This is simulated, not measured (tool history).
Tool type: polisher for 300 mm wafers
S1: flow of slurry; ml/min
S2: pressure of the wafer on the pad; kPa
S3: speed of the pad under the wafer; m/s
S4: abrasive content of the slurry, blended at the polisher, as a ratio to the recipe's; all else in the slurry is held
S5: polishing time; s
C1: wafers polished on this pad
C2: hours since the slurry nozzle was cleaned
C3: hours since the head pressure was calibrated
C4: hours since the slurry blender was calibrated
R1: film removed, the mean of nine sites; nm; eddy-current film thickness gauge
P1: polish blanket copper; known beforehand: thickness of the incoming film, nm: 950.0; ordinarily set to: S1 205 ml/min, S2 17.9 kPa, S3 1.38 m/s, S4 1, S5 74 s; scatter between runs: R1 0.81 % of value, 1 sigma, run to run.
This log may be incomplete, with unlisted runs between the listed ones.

{"run": 1, "hour": 6.9, "S1": 205, "S2": 17.9, "S3": 1.38, "S4": 1, "S5": 74, "C1": 857, "C2": 150.8, "C3": 212, "C4": 73.5, "R1": 288.47}
{"run": 2, "hour": 13.3, "S1": 205, "S2": 26.2, "S3": 1.38, "S4": 1, "S5": 74, "C1": 899, "C2": 157.2, "C3": 218.4, "C4": 79.9, "R1": 423.14}
{"run": 3, "hour": 20.6, "S1": 265, "S2": 17.9, "S3": 1.38, "S4": 1, "S5": 74, "C1": 948, "C2": 164.5, "C3": 225.7, "C4": 87.2, "R1": 296.97}
{"run": 4, "hour": 26.5, "S1": 205, "S2": 17.9, "S3": 2.06, "S4": 1, "S5": 74, "C1": 987, "C2": 170.4, "C3": 231.6, "C4": 93.1, "R1": 429.83}
{"run": 5, "hour": 30.4, "S1": 205, "S2": 23.4, "S3": 1.38, "S4": 1.45, "S5": 74, "C1": 1013, "C2": 174.3, "C3": 235.5, "C4": 97, "R1": 408.95}
{"run": 6, "hour": 37.4, "S1": 205, "S2": 17.9, "S3": 1.38, "S4": 1.45, "S5": 74, "C1": 1059, "C2": 181.3, "C3": 242.5, "C4": 104, "R1": 315.05}
{"run": 7, "hour": 43.1, "S1": 205, "S2": 17.9, "S3": 1.38, "S4": 1, "S5": 74, "C1": 1097, "C2": 187, "C3": 248.2, "C4": 109.7, "R1": 288.55}
{"run": 8, "hour": 47.4, "S1": 205, "S2": 11, "S3": 1.38, "S4": 1, "S5": 74, "C1": 1126, "C2": 191.3, "C3": 252.5, "C4": 114, "R1": 179.15}
{"hour": 50.8, "done": "slurry nozzle cleaned"}
{"run": 9, "hour": 54.8, "S1": 205, "S2": 17.9, "S3": 1.38, "S4": 1, "S5": 74, "C1": 1175, "C2": 4.1, "C3": 259.9, "C4": 121.4, "R1": 289.84}
{"run": 10, "hour": 60.4, "S1": 205, "S2": 17.9, "S3": 1.38, "S4": 0.7, "S5": 74, "C1": 1212, "C2": 9.7, "C3": 265.5, "C4": 127, "R1": 267.87}
{"run": 11, "hour": 68.4, "S1": 205, "S2": 17.9, "S3": 0.86, "S4": 1, "S5": 74, "C1": 1265, "C2": 17.7, "C3": 273.5, "C4": 135, "R1": 177.84}
{"run": 12, "hour": 74.4, "S1": 205, "S2": 17.9, "S3": 1.38, "S4": 1, "S5": 74, "C1": 1305, "C2": 23.7, "C3": 279.5, "C4": 141, "R1": 284.55}
{"run": 13, "hour": 80.6, "S1": 205, "S2": 17.9, "S3": 1.38, "S4": 1, "S5": 102, "C1": 1346, "C2": 29.9, "C3": 285.7, "C4": 147.2, "R1": 403.98}
{"run": 14, "hour": 86.9, "S1": 205, "S2": 24.1, "S3": 1.38, "S4": 0.75, "S5": 74, "C1": 1388, "C2": 36.2, "C3": 292, "C4": 153.5, "R1": 364.62}
{"run": 15, "hour": 95.1, "S1": 205, "S2": 17.9, "S3": 1.38, "S4": 1, "S5": 34, "C1": 1443, "C2": 44.4, "C3": 300.2, "C4": 161.7, "R1": 132.4}
{"hour": 97.7, "done": "head pressure recalibrated"}
{"run": 16, "hour": 103.4, "S1": 125, "S2": 17.9, "S3": 1.38, "S4": 1, "S5": 74, "C1": 1498, "C2": 52.7, "C3": 5.8, "C4": 170, "R1": 265}
{"run": 17, "hour": 107.6, "S1": 205, "S2": 11, "S3": 1.38, "S4": 1, "S5": 102, "C1": 1526, "C2": 56.9, "C3": 10, "C4": 174.2, "R1": 243.48}
{"run": 18, "hour": 115.8, "S1": 205, "S2": 17.9, "S3": 1.38, "S4": 1, "S5": 74, "C1": 1580, "C2": 65.1, "C3": 18.2, "C4": 182.4, "R1": 290.13}
{"run": 19, "hour": 124.2, "S1": 205, "S2": 17.9, "S3": 1.38, "S4": 1, "S5": 74, "C1": 1636, "C2": 73.5, "C3": 26.6, "C4": 190.8, "R1": 281.05}
{"run": 20, "hour": 131.7, "S1": 205, "S2": 17.9, "S3": 1.38, "S4": 1, "S5": 74, "C1": 1686, "C2": 81, "C3": 34.1, "C4": 198.3, "R1": 278.67}
{"run": 21, "hour": 140.2, "S1": 205, "S2": 17.9, "S3": 1.38, "S4": 1, "S5": 74, "C1": 1742, "C2": 89.5, "C3": 42.6, "C4": 206.8, "R1": 275.94}

Forecast run 22:
{"run": 22, "hour": 144.5, "S1": 205, "S2": 17.9, "S3": 1.38, "S4": 1, "S5": 74, "C1": 1771, "C2": 93.8, "C3": 46.9, "C4": 211.1, "R1": "?"}

Run 22 measured R1 272.22 nm.
